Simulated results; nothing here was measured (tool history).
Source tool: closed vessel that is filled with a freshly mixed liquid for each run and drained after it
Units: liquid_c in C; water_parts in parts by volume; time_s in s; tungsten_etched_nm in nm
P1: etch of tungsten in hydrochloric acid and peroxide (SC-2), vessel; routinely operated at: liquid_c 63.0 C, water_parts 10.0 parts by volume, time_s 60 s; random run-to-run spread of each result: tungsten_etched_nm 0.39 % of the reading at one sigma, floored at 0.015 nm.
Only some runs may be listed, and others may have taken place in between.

run,hour,liquid_c,water_parts,time_s,hours since the thermometer was replaced,hours since the chemicals flow meter was replaced,hours since the drum of peroxide was connected,tungsten_etched_nm
1,4.2,63.0,10.0,60,1027.6,236.4,624.8,20.0670
2,9.8,63.0,17.5,60,1033.2,242.0,630.4,12.5100
# hour 10.0: chemicals flow meter replaced
3,17.6,47.0,10.0,95,1041.0,7.7,638.2,11.2910
# hour 17.8: thermometer replaced
4,25.4,63.0,10.0,60,7.7,15.5,646.0,20.2850
5,33.2,72.0,10.0,60,15.5,23.3,653.8,34.7560
6,41.4,46.5,10.0,60,23.7,31.5,662.0,6.9048
7,49.5,63.0,10.0,95,31.8,39.6,670.1,31.9410
8,57.7,63.0,6.0,100,40.0,47.8,678.3,50.3450
9,62.1,63.0,10.0,60,44.4,52.2,682.7,20.1430
10,69.8,63.0,10.0,30,52.1,59.9,690.4,10.0340
11,75.6,63.0,10.0,60,57.9,65.7,696.2,20.2410
# hour 77.0: new drum of peroxide connected
12,83.8,63.0,4.0,60,66.1,73.9,6.8,40.4630
13,90.5,63.0,10.0,60,72.8,80.6,13.5,20.3090
14,95.3,63.0,10.0,60,77.6,85.4,18.3,20.4300
15,102.7,63.0,10.0,60,85.0,92.8,25.7,21.0250

The next listed run, before its measurement:
16,109.7,63.0,10.0,60,92.0,99.8,32.7,?

{"run 16": {"tungsten_etched_nm": 21.548}}
